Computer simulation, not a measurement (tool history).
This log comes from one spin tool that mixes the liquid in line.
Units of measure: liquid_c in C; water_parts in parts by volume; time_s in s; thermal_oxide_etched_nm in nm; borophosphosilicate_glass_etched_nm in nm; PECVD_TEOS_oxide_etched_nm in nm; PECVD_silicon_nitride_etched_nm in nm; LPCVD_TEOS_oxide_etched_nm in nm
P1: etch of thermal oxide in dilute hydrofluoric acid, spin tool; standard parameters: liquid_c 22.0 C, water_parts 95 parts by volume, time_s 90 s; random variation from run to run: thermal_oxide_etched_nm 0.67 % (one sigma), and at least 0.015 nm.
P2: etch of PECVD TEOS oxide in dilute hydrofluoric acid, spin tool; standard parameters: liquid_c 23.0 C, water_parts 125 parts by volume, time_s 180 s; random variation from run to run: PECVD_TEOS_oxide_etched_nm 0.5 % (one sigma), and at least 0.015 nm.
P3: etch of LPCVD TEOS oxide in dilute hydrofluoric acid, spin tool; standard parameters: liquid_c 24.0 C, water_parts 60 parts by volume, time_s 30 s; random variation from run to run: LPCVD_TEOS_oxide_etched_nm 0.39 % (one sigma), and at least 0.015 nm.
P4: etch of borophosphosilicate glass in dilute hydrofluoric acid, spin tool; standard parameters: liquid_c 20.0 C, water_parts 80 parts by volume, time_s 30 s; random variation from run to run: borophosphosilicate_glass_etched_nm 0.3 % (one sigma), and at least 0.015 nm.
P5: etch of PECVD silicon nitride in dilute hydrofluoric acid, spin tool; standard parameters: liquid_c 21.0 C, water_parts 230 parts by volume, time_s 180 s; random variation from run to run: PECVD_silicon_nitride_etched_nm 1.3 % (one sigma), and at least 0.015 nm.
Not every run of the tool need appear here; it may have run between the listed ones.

| run | day | process | liquid_c | water_parts | time_s | hours since the thermometer was replaced | hours since the hydrofluoric acid flow meter was replaced | thermal_oxide_etched_nm | borophosphosilicate_glass_etched_nm | PECVD_TEOS_oxide_etched_nm | PECVD_silicon_nitride_etched_nm | LPCVD_TEOS_oxide_etched_nm |
|---|---|---|---|---|---|---|---|---|---|---|---|---|
| 1 | 0.700 | P1 | 22.0 | 95 | 90 | 1069.7 | 948.5 | 3.93810 |  |  |  |  |
| 2 | 1.192 | P4 | 17.0 | 80 | 30 | 1081.5 | 960.3 |  | 15.293 |  |  |  |
| 3 | 1.750 | P1 | 22.0 | 60 | 90 | 1094.9 | 973.7 | 6.58260 |  |  |  |  |
| 4 | 2.258 | P2 | 23.0 | 125 | 180 | 1107.1 | 985.9 |  |  | 15.7280 |  |  |
| 5 | 2.571 | P2 | 23.0 | 45 | 180 | 1114.6 | 993.4 |  |  | 48.5130 |  |  |
| 6 | 2.896 | P4 | 20.0 | 80 | 50 | 1122.4 | 1001.2 |  | 28.865 |  |  |  |
| 7 | 3.267 | P1 | 22.0 | 95 | 90 | 1131.3 | 1010.1 | 3.90950 |  |  |  |  |
| 8 | 3.762 | P1 | 22.0 | 45 | 15 | 1143.2 | 1022.0 | 1.44800 |  |  |  |  |
| 9 | 4.392 | P5 | 21.0 | 230 | 180 | 1158.3 | 1037.1 |  |  |  | 1.6597 |  |
| 10 | 5.008 | P1 | 22.0 | 95 | 90 | 1173.1 | 1051.9 | 3.90450 |  |  |  |  |
| 11 | 5.625 | P2 | 23.0 | 125 | 60 | 1187.9 | 1066.7 |  |  | 5.2768 |  |  |
| 12 | 5.933 | P1 | 25.5 | 25 | 90 | 1195.3 | 1074.1 | 19.03100 |  |  |  |  |
| 13 | 6.446 | P1 | 22.0 | 95 | 145 | 1207.6 | 1086.4 | 6.32900 |  |  |  |  |
| 14 | 7.112 | P1 | 22.0 | 95 | 15 | 1223.6 | 1102.4 | 0.64977 |  |  |  |  |
| 15 | 7.575 | P5 | 21.0 | 325 | 180 | 1234.7 | 1113.5 |  |  |  | 1.2049 |  |
| 16 | 8.229 | P1 | 22.0 | 95 | 90 | 1250.4 | 1129.2 | 3.92580 |  |  |  |  |
| 17 | 8.800 | P5 | 21.0 | 230 | 355 | 1264.1 | 1142.9 |  |  |  | 3.3739 |  |
| 18 | 9.204 | P1 | 29.5 | 95 | 90 | 1273.8 | 1152.6 | 5.26560 |  |  |  |  |
| 19 | 9.562 | P1 | 22.0 | 165 | 90 | 1282.4 | 1161.2 | 2.08940 |  |  |  |  |
| 20 | 9.888 | P4 | 20.0 | 80 | 30 | 1290.2 | 1169.0 |  | 17.292 |  |  |  |
| 21 | 10.225 | P4 | 20.0 | 20 | 30 | 1298.3 | 1177.1 |  | 74.289 |  |  |  |
| 22 | 10.775 | P3 | 24.0 | 105 | 30 | 1311.5 | 1190.3 |  |  |  |  | 15.170 |
| 23 | 11.133 | P3 | 18.5 | 60 | 30 | 1320.1 | 1198.9 |  |  |  |  | 22.276 |
| 24 | 11.733 | P1 | 22.0 | 95 | 90 | 1334.5 | 1213.3 | 3.93820 |  |  |  |  |
| 25 | 12.058 | P5 | 27.5 | 230 | 180 | 1342.3 | 1221.1 |  |  |  | 2.5850 |  |
| 26 | 12.533 | P3 | 24.0 | 60 | 45 | 1353.7 | 1232.5 |  |  |  |  | 42.137 |
| 27 | 13.108 | P1 | 17.0 | 95 | 90 | 1367.5 | 1246.3 | 3.20530 |  |  |  |  |
| 28 | 13.662 | P3 | 24.0 | 60 | 30 | 1380.8 | 1259.6 |  |  |  |  | 28.098 |
| 29 | 14.262 | P2 | 17.0 | 125 | 180 | 1395.2 | 1274.0 |  |  | 12.4810 |  |  |
| 30 | 14.954 | P1 | 22.0 | 95 | 90 | 1411.8 | 1290.6 | 3.92990 |  |  |  |  |
| 31 | 15.483 | P1 | 22.0 | 95 | 90 | 1424.5 | 1303.3 | 3.90630 |  |  |  |  |
| 32 | 15.796 | P1 | 22.0 | 95 | 90 | 1432.0 | 1310.8 | 3.87560 |  |  |  |  |
| 33 | 16.125 | P1 | 22.0 | 95 | 90 | 1439.9 | 1318.7 | 3.73350 |  |  |  |  |
| 34 | 16.612 | P1 | 22.0 | 95 | 90 | 1451.6 | 1330.4 | 3.71730 |  |  |  |  |
| 35 | 17.008 | P1 | 22.0 | 95 | 90 | 1461.1 | 1339.9 | 3.71230 |  |  |  |  |
| 36 | 17.592 | P1 | 22.0 | 95 | 90 | 1475.1 | 1353.9 | 3.67930 |  |  |  |  |
| 37 | 18.221 | P1 | 22.0 | 95 | 90 | 1490.2 | 1369.0 | 3.67000 |  |  |  |  |
| 38 | 18.812 | P1 | 22.0 | 95 | 90 | 1504.4 | 1383.2 | 3.65990 |  |  |  |  |

Compared with where it was, what P1 gives has crept away. Each cause listed below fits the log as well as the rest, at the size given for it:
A: hydrofluoric acid flow below the setpoint (%) = 5.97
B: liquid colder than its thermometer reads (K) = 1.69
The gradual shift began around day 15.483.

You are offered 4 check runs, listed below with question marks in place of their results; each one averages 5 wafers. Which run separates the listed causes by giving clearly different results for each?
| check 1 | 19.404 | P4 | 20.0 | 80 | 30 |  |  |  | ? |  |  |  |
| check 2 | 19.404 | P5 | 21.0 | 230 | 180 |  |  |  |  |  | ? |  |
| check 3 | 19.404 | P3 | 24.0 | 60 | 30 |  |  |  |  |  |  | ? |
| check 4 | 19.404 | P2 | 23.0 | 125 | 180 |  |  |  |  | ? |  |  |

How each check would come out, cause by cause:
| check | result | if A | if B |
|---|---|---|---|
| check 1 | borophosphosilicate_glass_etched_nm | 16.195 | 16.139 |
| check 2 | PECVD_silicon_nitride_etched_nm | 1.6186 | 1.5402 |
| check 3 | LPCVD_TEOS_oxide_etched_nm | 26.245 | 26.168 |
| check 4 | PECVD_TEOS_oxide_etched_nm | 14.7430 | 14.7990 |
Minimum pairwise separation of causes per check, each pair taken at its best-separating result: check 1 0.34 %; check 2 4.96 %; check 3 0.29 %; check 4 0.38 %
Check 2 tells the causes apart: in the others they would give nearly the same result.

Running check 2 produced the following: PECVD_silicon_nitride_etched_nm 1.6296 nm. Which one of the listed causes fits?

Of the candidate causes, it is A: hydrofluoric acid flow below the setpoint (%).
